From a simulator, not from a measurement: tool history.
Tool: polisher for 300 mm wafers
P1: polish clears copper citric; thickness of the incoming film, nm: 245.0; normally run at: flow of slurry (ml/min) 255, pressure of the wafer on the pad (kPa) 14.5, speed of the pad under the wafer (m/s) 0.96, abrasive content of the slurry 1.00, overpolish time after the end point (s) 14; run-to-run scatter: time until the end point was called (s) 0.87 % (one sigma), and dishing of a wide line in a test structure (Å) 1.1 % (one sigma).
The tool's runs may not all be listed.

run,hour,flow of slurry (ml/min),pressure of the wafer on the pad (kPa),speed of the pad under the wafer (m/s),abrasive content of the slurry,overpolish time after the end point (s),wafers polished on this pad,hours since the slurry nozzle was cleaned,hours since the head pressure was calibrated,hours since the slurry blender was calibrated,time until the end point was called (s),dishing of a wide line in a test structure (Å)
1,10.0,255,14.5,0.96,1.00,14,217,142.6,386.5,230.0,183.93,140.370
2,21.1,255,14.5,0.96,1.00,14,279,153.7,397.6,241.1,182.78,138.010
3,32.0,255,14.5,0.96,1.00,4,339,164.6,408.5,252.0,184.14,41.713
4,41.0,180,14.5,0.96,0.80,14,389,173.6,417.5,261.0,201.60,130.700
5,50.1,255,14.5,0.96,1.00,14,440,182.7,426.6,270.1,183.31,138.630
6,62.0,255,14.5,1.48,1.00,14,506,194.6,438.5,282.0,121.86,209.830
7,72.3,255,14.5,0.96,0.55,14,563,204.9,448.8,292.3,206.39,123.320
8,88.5,155,14.5,0.96,1.00,14,653,221.1,465.0,308.5,195.21,131.260
9,101.5,255,14.5,0.96,1.00,14,725,234.1,478.0,321.5,181.74,138.100
10,109.3,255,14.5,0.96,1.00,14,768,241.9,485.8,329.3,182.17,139.930
11,120.5,255,14.5,0.96,1.25,14,831,253.1,497.0,340.5,174.78,147.330
12,128.0,255,14.5,0.96,1.00,14,872,260.6,504.5,348.0,185.58,137.890
13,139.2,255,14.5,0.96,1.00,24,934,271.8,515.7,359.2,183.66,226.590
14,149.7,325,14.5,0.96,1.00,14,993,282.3,526.2,369.7,178.65,141.140
15,163.4,255,6.9,0.96,1.00,14,1069,296.0,539.9,383.4,374.31,70.460
16,176.9,255,10.3,0.96,1.45,14,1144,309.5,553.4,396.9,232.87,110.380
17,184.6,255,14.5,0.44,1.00,14,1186,317.2,561.1,404.6,377.40,69.182
18,201.7,255,21.4,0.96,1.00,14,1281,334.3,578.2,421.7,126.71,200.570
19,212.2,255,14.5,0.96,1.00,14,1340,344.8,588.7,432.2,184.51,139.990
20,225.9,255,14.5,0.96,1.00,14,1416,358.5,602.4,445.9,182.82,139.900
21,241.6,255,14.5,0.96,1.00,14,1503,374.2,618.1,461.6,185.32,138.930
22,252.8,255,14.5,0.96,1.00,14,1565,385.4,629.3,472.8,188.87,135.410
23,266.0,255,14.5,0.96,1.00,14,1638,398.6,642.5,486.0,190.17,133.460
24,278.3,255,14.5,0.96,1.00,14,1706,410.9,654.8,498.3,193.84,134.160

Forecast run 25:
# hour 278.7: head pressure recalibrated
25,286.0,255,14.5,0.96,1.00,14,1749,418.6,7.3,506.0,?,?

time until the end point was called (s): 193.90
dishing of a wide line in a test structure (Å): 133.830

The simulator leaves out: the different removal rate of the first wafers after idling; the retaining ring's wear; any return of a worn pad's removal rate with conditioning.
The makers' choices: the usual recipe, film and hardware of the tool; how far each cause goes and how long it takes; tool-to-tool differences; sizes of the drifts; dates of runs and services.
